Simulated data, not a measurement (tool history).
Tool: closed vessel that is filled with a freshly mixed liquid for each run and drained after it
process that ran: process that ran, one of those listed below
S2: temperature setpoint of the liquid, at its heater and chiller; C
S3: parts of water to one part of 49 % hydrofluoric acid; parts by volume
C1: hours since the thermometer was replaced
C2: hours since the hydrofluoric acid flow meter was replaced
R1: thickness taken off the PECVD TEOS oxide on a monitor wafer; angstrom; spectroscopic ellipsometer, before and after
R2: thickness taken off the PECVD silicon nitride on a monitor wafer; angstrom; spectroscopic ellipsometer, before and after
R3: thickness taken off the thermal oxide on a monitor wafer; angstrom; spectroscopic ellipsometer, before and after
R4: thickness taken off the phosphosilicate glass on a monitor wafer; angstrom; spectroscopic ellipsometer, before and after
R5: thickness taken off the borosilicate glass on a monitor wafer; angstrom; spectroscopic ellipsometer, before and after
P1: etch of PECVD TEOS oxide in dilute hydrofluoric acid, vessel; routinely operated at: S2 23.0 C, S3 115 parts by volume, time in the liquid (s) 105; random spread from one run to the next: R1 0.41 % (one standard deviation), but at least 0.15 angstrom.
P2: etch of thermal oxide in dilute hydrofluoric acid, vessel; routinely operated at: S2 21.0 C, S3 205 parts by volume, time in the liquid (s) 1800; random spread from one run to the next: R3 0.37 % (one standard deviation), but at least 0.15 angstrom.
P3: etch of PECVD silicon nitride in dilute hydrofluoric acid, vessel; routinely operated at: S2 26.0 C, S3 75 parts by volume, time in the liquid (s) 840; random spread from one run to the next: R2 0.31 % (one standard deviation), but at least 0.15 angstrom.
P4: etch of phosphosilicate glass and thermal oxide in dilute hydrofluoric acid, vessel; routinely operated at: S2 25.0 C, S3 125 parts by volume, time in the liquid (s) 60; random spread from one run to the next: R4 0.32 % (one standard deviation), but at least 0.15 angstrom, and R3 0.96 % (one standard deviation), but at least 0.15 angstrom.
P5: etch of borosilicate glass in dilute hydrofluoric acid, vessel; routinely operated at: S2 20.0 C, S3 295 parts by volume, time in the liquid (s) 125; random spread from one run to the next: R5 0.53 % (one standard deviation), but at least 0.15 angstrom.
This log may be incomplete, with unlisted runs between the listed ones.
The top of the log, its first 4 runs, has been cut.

run 5 day=0.858 | process_that_ran=P2 S2=21.0 S3=205 time_in_the_liquid_(s)=40 | C1=401.7 C2=114.5 | R3=7.3251
run 6 day=1.058 | process_that_ran=P1 S2=23.0 S3=115 time_in_the_liquid_(s)=35 | C1=406.5 C2=119.3 | R1=25.507
run 7 day=1.271 | process_that_ran=P3 S2=26.0 S3=75 time_in_the_liquid_(s)=1450 | C1=411.6 C2=124.4 | R2=714.08
run 8 day=1.533 | process_that_ran=P2 S2=17.0 S3=205 time_in_the_liquid_(s)=1800 | C1=417.9 C2=130.7 | R3=283.5300
run 9 day=1.775 | process_that_ran=P4 S2=19.5 S3=125 time_in_the_liquid_(s)=60 | C1=423.7 C2=136.5 | R3=17.4560 R4=774.10
run 10 day=1.929 | process_that_ran=P1 S2=23.0 S3=60 time_in_the_liquid_(s)=170 | C1=427.4 C2=140.2 | R1=256.370
run 11 day=2.192 | process_that_ran=P4 S2=25.0 S3=125 time_in_the_liquid_(s)=60 | C1=433.7 C2=146.5 | R3=21.8830 R4=963.05
run 12 day=2.333 | process_that_ran=P4 S2=25.0 S3=45 time_in_the_liquid_(s)=60 | C1=437.1 C2=149.9 | R3=66.2440 R4=2983.50
run 13 day=2.546 | process_that_ran=P3 S2=33.0 S3=75 time_in_the_liquid_(s)=840 | C1=442.2 C2=155.0 | R2=645.80
run 14 day=2.804 | process_that_ran=P1 S2=23.0 S3=65 time_in_the_liquid_(s)=105 | C1=448.4 C2=161.2 | R1=145.340
run 15 day=2.979 | process_that_ran=P5 S2=23.5 S3=295 time_in_the_liquid_(s)=125 | C1=452.6 C2=165.4 | R5=112.330
run 16 day=3.250 | process_that_ran=P1 S2=23.0 S3=115 time_in_the_liquid_(s)=105 | C1=459.1 C2=171.9 | R1=77.318
run 17 day=3.446 | process_that_ran=P4 S2=25.0 S3=125 time_in_the_liquid_(s)=90 | C1=463.8 C2=176.6 | R3=32.4180 R4=1453.50
run 18 day=3.617 | process_that_ran=P2 S2=21.0 S3=205 time_in_the_liquid_(s)=1800 | C1=467.9 C2=180.7 | R3=335.7400
run 19 day=3.771 | process_that_ran=P1 S2=27.0 S3=115 time_in_the_liquid_(s)=105 | C1=471.6 C2=184.4 | R1=89.800
run 20 day=3.971 | process_that_ran=P1 S2=23.0 S3=190 time_in_the_liquid_(s)=105 | C1=476.4 C2=189.2 | R1=43.206
run 21 day=4.188 | process_that_ran=P1 S2=23.0 S3=115 time_in_the_liquid_(s)=105 | C1=481.6 C2=194.4 | R1=77.411
run 22 day=4.446 | process_that_ran=P5 S2=20.0 S3=295 time_in_the_liquid_(s)=125 | C1=487.8 C2=200.6 | R5=99.155
-- day=4.533 hydrofluoric acid flow meter replaced
run 23 day=4.704 | process_that_ran=P5 S2=20.0 S3=295 time_in_the_liquid_(s)=125 | C1=494.0 C2=4.2 | R5=99.303
run 24 day=4.892 | process_that_ran=P5 S2=20.0 S3=295 time_in_the_liquid_(s)=35 | C1=498.5 C2=8.7 | R5=28.028
run 25 day=5.096 | process_that_ran=P1 S2=17.0 S3=115 time_in_the_liquid_(s)=105 | C1=503.4 C2=13.6 | R1=60.519

Run 26 is up next; what results do you expect?
run 26 day=5.275 | process_that_ran=P1 S2=23.0 S3=115 time_in_the_liquid_(s)=105 | C1=507.7 C2=17.9 | R1=?

For run 26 the tool returned R1 77.499 angstrom.

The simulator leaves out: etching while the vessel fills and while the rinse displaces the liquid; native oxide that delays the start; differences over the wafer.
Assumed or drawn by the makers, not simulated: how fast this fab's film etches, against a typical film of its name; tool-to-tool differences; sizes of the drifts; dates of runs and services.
